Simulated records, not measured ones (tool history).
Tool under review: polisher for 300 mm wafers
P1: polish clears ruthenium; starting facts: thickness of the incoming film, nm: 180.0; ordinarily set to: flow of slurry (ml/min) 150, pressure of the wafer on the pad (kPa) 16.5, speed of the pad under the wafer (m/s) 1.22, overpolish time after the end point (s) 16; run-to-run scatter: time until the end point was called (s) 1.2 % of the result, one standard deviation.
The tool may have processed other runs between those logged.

run	hour	flow of slurry (ml/min)	pressure of the wafer on the pad (kPa)	speed of the pad under the wafer (m/s)	overpolish time after the end point (s)	time until the end point was called (s)
1	8.9	150	16.5	1.22	16	117.370
2	18.4	150	16.5	1.22	16	114.470
3	28.9	110	16.5	0.76	16	199.390
4	34.9	195	16.5	1.22	16	114.600
5	45.5	150	24.8	1.22	16	78.779
6	55.8	150	16.5	1.22	32	115.210
7	63.0	150	16.5	1.22	16	118.410
8	69.4	150	11.0	1.22	16	178.140
9	80.4	90	16.5	1.22	29	129.670
10	86.0	150	16.5	1.22	16	116.860
11	96.3	150	16.5	1.66	16	85.783
12	102.0	150	16.5	1.22	9	118.420
13	107.6	150	16.5	1.22	16	115.720

Run 14 has not been measured yet. What should we expect?
14	115.4	90	16.5	1.22	16	?

Logged for run 14: time until the end point was called (s) 130.580.
